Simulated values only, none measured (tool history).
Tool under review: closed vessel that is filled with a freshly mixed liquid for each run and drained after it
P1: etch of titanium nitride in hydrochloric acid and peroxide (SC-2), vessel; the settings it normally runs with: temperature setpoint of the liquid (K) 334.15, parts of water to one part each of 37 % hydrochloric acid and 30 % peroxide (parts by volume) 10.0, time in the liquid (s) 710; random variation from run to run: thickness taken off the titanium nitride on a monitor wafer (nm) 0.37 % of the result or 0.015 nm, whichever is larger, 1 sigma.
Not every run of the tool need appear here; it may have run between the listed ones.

run	hour	temperature setpoint of the liquid (K)	parts of water to one part each of 37 % hydrochloric acid and 30 % peroxide (parts by volume)	time in the liquid (s)	thickness taken off the titanium nitride on a monitor wafer (nm)
1	8.9	334.15	10.0	710	34.2110
2	18.3	334.15	10.0	710	34.2490
3	25.5	345.15	10.0	710	66.2340
4	34.0	334.15	10.0	710	34.2240
# hour 40.5: new drum of peroxide connected
5	43.5	334.15	10.0	710	34.2140
6	53.6	334.15	10.0	1385	66.6550
7	63.6	318.65	10.0	710	12.3720
8	71.5	334.15	4.0	710	68.2500
9	76.0	334.15	10.0	710	34.2500
10	82.4	334.15	15.5	710	23.3600
11	92.0	334.15	10.0	710	34.2590
12	101.9	334.15	10.0	30	1.4708
# hour 103.0: chemicals flow meter replaced
13	109.6	344.15	5.5	710	100.0900
14	119.4	334.15	10.0	710	34.1800
15	127.1	334.15	10.0	710	34.1470
16	132.7	334.15	10.0	710	35.2420
17	139.8	334.15	10.0	710	36.0370
18	149.9	334.15	10.0	710	36.5070
19	157.6	334.15	10.0	710	36.9670
20	163.6	334.15	10.0	710	37.1390
21	170.1	334.15	10.0	710	37.2100
22	178.5	334.15	10.0	710	37.3040
23	187.0	334.15	10.0	710	37.2290

What P1 gives has crept away from where it was. These 2 causes fit the log equally well, each at the size given:
A: liquid hotter than its thermometer reads (K) = 1.47
B: chemicals flow above the setpoint (%) = 11.6
The process output started creeping at around hour 127.1.
All other causes, with the reason each is excluded:
peroxide weaker than its label (%): can reach only 8, and even then thickness taken off the titanium nitride on a monitor wafer (nm) would move by -7.4 %, too little or the wrong way

Below are 4 check runs, each averaged over 2 wafers, with their results shown as question marks. Which of them would give clearly different results depending on which cause is behind the drift?
check 1	195.5	319.65	5.5	710	?
check 2	195.5	344.65	10.0	50	?
check 3	195.5	344.65	10.0	710	?
check 4	195.5	345.15	10.0	1325	?

If the cause were each of the candidates in turn, the checks would give the following:
check	result	if A	if B
check 1	thickness taken off the titanium nitride on a monitor wafer (nm)	23.4590	22.9850
check 2	thickness taken off the titanium nitride on a monitor wafer (nm)	4.9437	4.9673
check 3	thickness taken off the titanium nitride on a monitor wafer (nm)	70.2000	70.5350
check 4	thickness taken off the titanium nitride on a monitor wafer (nm)	134.8600	135.5400
Per check, the gap between the least separated pair of causes, taken in the result that splits them most: check 1 2.04 %; check 2 0.48 %; check 3 0.48 %; check 4 0.5 %
Of the check runs offered, only check 1 discriminates between the causes; the rest would read about the same regardless of which cause applies.

Check 1 was then run and gave: thickness taken off the titanium nitride on a monitor wafer (nm) 23.3760. Which cause is it?

It is A: liquid hotter than its thermometer reads (K).
